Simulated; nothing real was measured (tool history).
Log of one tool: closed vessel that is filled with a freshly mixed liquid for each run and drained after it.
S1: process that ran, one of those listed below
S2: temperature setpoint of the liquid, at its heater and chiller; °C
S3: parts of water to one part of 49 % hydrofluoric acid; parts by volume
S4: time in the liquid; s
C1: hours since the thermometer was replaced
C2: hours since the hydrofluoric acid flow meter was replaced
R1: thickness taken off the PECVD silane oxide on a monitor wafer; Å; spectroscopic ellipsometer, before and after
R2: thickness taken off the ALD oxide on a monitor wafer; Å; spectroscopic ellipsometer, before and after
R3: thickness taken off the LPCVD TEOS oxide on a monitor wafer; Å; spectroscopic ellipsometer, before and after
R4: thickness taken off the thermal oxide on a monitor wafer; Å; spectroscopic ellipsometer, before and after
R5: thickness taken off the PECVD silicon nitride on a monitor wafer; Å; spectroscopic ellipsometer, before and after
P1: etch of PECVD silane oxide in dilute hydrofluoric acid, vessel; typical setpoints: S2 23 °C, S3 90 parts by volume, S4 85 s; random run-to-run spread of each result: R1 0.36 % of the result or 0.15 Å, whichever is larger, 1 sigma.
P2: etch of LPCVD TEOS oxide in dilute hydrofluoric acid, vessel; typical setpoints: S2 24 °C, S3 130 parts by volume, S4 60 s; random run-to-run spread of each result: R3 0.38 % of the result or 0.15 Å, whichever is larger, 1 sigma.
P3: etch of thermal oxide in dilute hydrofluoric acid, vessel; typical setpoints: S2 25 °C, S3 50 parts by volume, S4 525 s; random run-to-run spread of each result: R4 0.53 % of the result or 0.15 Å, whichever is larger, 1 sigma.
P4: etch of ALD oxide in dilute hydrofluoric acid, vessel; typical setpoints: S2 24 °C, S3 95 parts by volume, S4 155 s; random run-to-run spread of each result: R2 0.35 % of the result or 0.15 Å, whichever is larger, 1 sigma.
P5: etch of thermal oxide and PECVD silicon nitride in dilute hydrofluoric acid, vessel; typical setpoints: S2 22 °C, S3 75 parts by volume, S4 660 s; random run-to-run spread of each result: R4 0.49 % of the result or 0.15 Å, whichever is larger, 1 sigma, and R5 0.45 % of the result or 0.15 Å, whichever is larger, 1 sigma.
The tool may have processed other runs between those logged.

run,hour,S1,S2,S3,S4,C1,C2,R1,R2,R3,R4,R5
1,13.6,P1,23,90,85,413.4,167.4,192.79,,,,
2,29.1,P4,20.5,95,155,428.9,182.9,,225.91,,,
3,37.8,P1,23,90,85,437.6,191.6,192.04,,,,
4,51.4,P4,24,95,155,451.2,205.2,,259.89,,,
5,62.4,P1,23,60,85,462.2,216.2,299.21,,,,
6,74.7,P1,23,90,30,474.5,228.5,67.52,,,,
7,83.2,P2,20,130,60,483,237,,,80.054,,
8,93.2,P1,31,90,85,493,247,262.39,,,,
9,105.9,P5,22,75,370,505.7,259.7,,,,223.43,245.62
10,122.1,P1,23,90,85,521.9,275.9,191.88,,,,
11,139.4,P3,25,50,80,539.2,293.2,,,,82.433,
12,154,P1,23,135,85,553.8,307.8,121.73,,,,
13,164.4,P2,24,130,115,564.2,318.2,,,179.34,,
14,172.6,P3,25,50,525,572.4,326.4,,,,535.15,
15,183,P1,23,90,85,582.8,336.8,192.02,,,,
16,192.1,P2,24,130,60,591.9,345.9,,,93.639,,
17,203.8,P5,17,75,660,603.6,357.6,,,,322.06,310.55
18,219,P1,23,50,145,618.8,372.8,620.75,,,,
19,233.7,P1,23,90,165,633.5,387.5,373.25,,,,
20,243.5,P1,19.5,90,85,643.3,397.3,166.01,,,,
21,261.3,P2,24,130,60,661.1,415.1,,,93.117,,
22,275,P2,24,180,60,674.8,428.8,,,64.305,,
23,289,P3,25,20,525,688.8,442.8,,,,1392.2,
24,303,P3,17,50,525,702.8,456.8,,,,381.4,
25,319.5,P4,24,95,40,719.3,473.3,,67.409,,,
# hour 326.8: hydrofluoric acid flow meter replaced
26,329.9,P4,24,160,155,729.7,3.1,,142.84,,,
27,347,P5,22,110,660,746.8,20.2,,,,260.99,300.28
28,363.7,P5,22,75,660,763.5,36.9,,,,398.51,438.62
29,377.5,P5,22,75,660,777.3,50.7,,,,399.23,438.18
30,385.6,P3,25,50,525,785.4,58.8,,,,537.25,

For run 31, what comes out?
31,393.7,P1,23,90,85,793.5,66.9,?,,,,

R1: 191.87 Å

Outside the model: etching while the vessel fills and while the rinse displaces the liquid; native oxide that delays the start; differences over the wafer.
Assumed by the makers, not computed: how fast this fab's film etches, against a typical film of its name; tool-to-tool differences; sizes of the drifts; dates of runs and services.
